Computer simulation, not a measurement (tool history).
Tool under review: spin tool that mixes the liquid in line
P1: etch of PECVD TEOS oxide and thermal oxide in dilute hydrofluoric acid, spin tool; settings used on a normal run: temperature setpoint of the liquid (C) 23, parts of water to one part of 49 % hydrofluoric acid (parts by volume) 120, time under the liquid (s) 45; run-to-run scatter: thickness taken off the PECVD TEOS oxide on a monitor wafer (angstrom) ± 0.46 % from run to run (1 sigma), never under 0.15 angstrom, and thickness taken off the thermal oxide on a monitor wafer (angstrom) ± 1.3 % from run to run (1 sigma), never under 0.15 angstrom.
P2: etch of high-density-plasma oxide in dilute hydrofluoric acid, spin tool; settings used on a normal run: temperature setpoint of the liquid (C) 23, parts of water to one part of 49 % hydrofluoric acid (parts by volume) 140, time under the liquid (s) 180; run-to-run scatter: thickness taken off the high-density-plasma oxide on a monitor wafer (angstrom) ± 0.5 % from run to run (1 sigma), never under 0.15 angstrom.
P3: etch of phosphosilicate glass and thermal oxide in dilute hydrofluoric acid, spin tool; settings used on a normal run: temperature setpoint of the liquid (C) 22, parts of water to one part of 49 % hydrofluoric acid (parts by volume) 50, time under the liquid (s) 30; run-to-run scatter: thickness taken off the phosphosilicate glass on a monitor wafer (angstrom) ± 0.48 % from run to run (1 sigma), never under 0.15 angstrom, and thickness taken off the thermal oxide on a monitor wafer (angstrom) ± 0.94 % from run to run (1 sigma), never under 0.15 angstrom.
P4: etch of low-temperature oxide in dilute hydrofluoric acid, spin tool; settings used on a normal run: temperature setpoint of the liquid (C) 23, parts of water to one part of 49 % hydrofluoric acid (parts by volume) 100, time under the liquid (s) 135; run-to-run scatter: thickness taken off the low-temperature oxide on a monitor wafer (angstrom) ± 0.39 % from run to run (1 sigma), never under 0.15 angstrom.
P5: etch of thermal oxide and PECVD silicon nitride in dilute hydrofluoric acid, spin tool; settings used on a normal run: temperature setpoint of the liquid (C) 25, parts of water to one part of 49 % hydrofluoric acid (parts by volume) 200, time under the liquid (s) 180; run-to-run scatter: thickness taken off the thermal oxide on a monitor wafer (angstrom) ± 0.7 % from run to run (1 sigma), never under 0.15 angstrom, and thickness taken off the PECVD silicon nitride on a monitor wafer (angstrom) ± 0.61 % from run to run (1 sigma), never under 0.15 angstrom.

run     day  process that ran  temperature setpoint of the liquid (C)  parts of water to one part of 49 % hydrofluoric acid (parts by volume)  time under the liquid (s)  thickness taken off the PECVD TEOS oxide on a monitor wafer (angstrom)  thickness taken off the thermal oxide on a monitor wafer (angstrom)  thickness taken off the low-temperature oxide on a monitor wafer (angstrom)  thickness taken off the high-density-plasma oxide on a monitor wafer (angstrom)  thickness taken off the PECVD silicon nitride on a monitor wafer (angstrom)  thickness taken off the phosphosilicate glass on a monitor wafer (angstrom)
  1   0.262                P1                                      23                                                                     120                         45                                                                  68.911                                                               16.846
  2   0.662                P1                                    29.5                                                                     120                         20                                                                  39.743                                                               9.5817
  3     0.9                P4                                      23                                                                     100                        250                                                                                                                                                                                                                     259.2
  4   1.138                P2                                      23                                                                     140                         25                                                                                                                                                                                                                                                                                                      10.11
  5   1.521                P5                                      25                                                                     200                        180                                                                                                                                       38.557                                                                                                                                                                                                                                     43.134
  6    1.75                P4                                      23                                                                     100                        135                                                                                                                                                                                                                    140.19
  7     2.1                P4                                      17                                                                     100                        135                                                                                                                                                                                                                    110.33
  8   2.504                P1                                      23                                                                     190                         45                                                                  40.028                                                               9.4364
  9   2.729                P4                                      23                                                                      35                        135                                                                                                                                                                                                                    434.16
 10   3.142                P1                                      23                                                                     120                         15                                                                  23.479                                                               5.6087
 11   3.492                P3                                      22                                                                      50                         30                                                                                                                                        28.33                                                                                                                                                                                                                                                                                                                  1159.5
 12    3.85                P1                                    28.5                                                                     120                         45                                                                  85.906                                                               19.916
 13   4.133                P3                                      26                                                                      50                         30                                                                                                                                       32.914                                                                                                                                                                                                                                                                                                                  1369.2
 14   4.404                P1                                      23                                                                     120                         45                                                                   69.49                                                               16.383
 15   4.671                P3                                      22                                                                      50                         15                                                                                                                                       14.369                                                                                                                                                                                                                                                                                                                  577.18
 16   4.921                P1                                      23                                                                     120                         45                                                                  68.748                                                               16.623
 17   5.167                P1                                      23                                                                     120                         45                                                                  69.541                                                               17.025
 18   5.458                P5                                      17                                                                     200                        180                                                                                                                                       28.457                                                                                                                                                                                                                                     25.222
 19   5.808                P5                                      25                                                                      70                        180                                                                                                                                       131.08                                                                                                                                                                                                                                     120.58
 20   6.121                P1                                      23                                                                     120                         45                                                                   69.01                                                               16.261
 21   6.321                P2                                      23                                                                     140                        180                                                                                                                                                                                                                                                                                                     72.941
 22   6.583                P1                                      23                                                                     120                         45                                                                  68.783                                                               16.532
 23   6.804                P2                                      23                                                                     200                        180                                                                                                                                                                                                                                                                                                     47.713
 24   7.142                P4                                      23                                                                     100                        135                                                                                                                                                                                                                    139.76
 25   7.342                P5                                      25                                                                     200                         20                                                                                                                                       4.4165                                                                                                                                                                                                                                      4.938
 26   7.688                P3                                      22                                                                      50                         30                                                                                                                                        28.25                                                                                                                                                                                                                                                                                                                  1163.3
 27       8                P1                                    17.5                                                                     120                         15                                                                  18.519                                                               4.2697
 28   8.354                P3                                      22                                                                      90                         30                                                                                                                                       14.784                                                                                                                                                                                                                                                                                                                  614.05
 29   8.692                P2                                      18                                                                     140                        180                                                                                                                                                                                                                                                                                                     60.479
 30    9.05                P1                                      17                                                                     120                         45                                                                  54.351                                                               12.895
 31   9.342                P1                                      23                                                                     120                         75                                                                  114.93                                                               27.712
 32   9.721                P1                                      23                                                                      30                         45                                                                  313.61                                                               73.781
 33  10.029                P5                                      25                                                                     200                        180                                                                                                                                       39.095                                                                                                                                                                                                                                     42.821
 34  10.321                P1                                      23                                                                     120                         45                                                                  69.622                                                               16.904
 35  10.625                P1                                      23                                                                     120                         45                                                                  72.278                                                               17.601
 36  11.029                P1                                      23                                                                     120                         45                                                                  74.283                                                               18.035
 37  11.383                P1                                      23                                                                     120                         45                                                                  75.067                                                               18.359
 38  11.638                P1                                      23                                                                     120                         45                                                                  75.251                                                               18.241

What will run 39 give?
 39  11.904                P1                                      23                                                                     120                         45                                                                       ?                                                                    ?

{"run 39": {"thickness taken off the PECVD TEOS oxide on a monitor wafer (angstrom)": 75.039, "thickness taken off the thermal oxide on a monitor wafer (angstrom)": 18.261}}
